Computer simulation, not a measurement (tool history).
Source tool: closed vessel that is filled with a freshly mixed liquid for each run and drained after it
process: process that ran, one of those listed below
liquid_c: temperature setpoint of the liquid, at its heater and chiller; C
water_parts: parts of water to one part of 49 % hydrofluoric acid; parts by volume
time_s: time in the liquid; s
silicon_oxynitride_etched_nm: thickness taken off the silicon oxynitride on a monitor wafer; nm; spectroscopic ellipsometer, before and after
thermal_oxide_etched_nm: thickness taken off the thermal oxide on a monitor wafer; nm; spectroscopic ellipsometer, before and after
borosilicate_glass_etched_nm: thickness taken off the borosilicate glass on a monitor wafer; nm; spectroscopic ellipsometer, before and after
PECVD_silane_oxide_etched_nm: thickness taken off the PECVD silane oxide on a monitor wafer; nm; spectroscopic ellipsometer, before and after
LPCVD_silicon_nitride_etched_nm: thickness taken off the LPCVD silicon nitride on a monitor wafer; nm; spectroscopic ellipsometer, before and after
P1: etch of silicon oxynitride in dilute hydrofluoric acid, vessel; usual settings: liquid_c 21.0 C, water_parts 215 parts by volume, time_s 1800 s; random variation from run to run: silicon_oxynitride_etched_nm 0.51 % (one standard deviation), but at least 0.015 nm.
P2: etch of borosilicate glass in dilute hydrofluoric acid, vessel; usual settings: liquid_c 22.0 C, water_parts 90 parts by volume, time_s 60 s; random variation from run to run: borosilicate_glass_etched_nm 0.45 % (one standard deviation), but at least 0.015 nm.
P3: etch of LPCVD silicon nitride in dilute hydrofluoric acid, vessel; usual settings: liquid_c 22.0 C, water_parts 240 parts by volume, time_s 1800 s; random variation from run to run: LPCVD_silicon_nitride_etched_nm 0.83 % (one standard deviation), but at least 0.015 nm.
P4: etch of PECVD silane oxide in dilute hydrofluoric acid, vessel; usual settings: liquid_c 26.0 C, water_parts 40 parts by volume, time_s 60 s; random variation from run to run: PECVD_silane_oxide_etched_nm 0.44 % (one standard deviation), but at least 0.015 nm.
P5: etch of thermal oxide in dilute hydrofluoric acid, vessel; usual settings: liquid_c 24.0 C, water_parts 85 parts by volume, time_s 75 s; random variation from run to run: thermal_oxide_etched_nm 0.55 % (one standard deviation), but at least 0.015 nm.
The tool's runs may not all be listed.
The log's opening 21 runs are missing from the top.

run   hour  process  liquid_c  water_parts  time_s  silicon_oxynitride_etched_nm  thermal_oxide_etched_nm  borosilicate_glass_etched_nm  PECVD_silane_oxide_etched_nm  LPCVD_silicon_nitride_etched_nm
 22  133.0       P1      21.0          215    1800                      22.09300
 23  140.6       P5      24.0           85      75                                                 4.2680
 24  144.1       P1      28.0          215    3410                      57.55000
 25  147.8       P1      21.0           95    1800                      54.92000
 26  154.1       P1      21.0          215    1800                      22.24900
 27  159.6       P1      27.0          215    1800                      28.84800
 28  166.5       P1      21.0          215      40                       0.49163
 29  170.7       P3      22.0           50    1800                                                                                                                                             15.1150
 30  176.1       P1      17.0          215    1800                      18.33000
 31  180.5       P4      26.0           40      60                                                                                                             27.148
 32  186.6       P1      21.0          330    3210                      23.89200
 33  191.9       P1      21.0          345    1800                      12.75600
 34  199.6       P1      21.0          215    1800                      22.27100
 35  207.6       P1      21.0          215    1800                      21.16800
 36  211.7       P1      21.0          215    1800                      20.72000

Run 37, settings as shown, results not yet in. Your forecast:
 37  215.6       P1      21.0          215    1800                             ?

{"run 37": {"silicon_oxynitride_etched_nm": 20.675}}
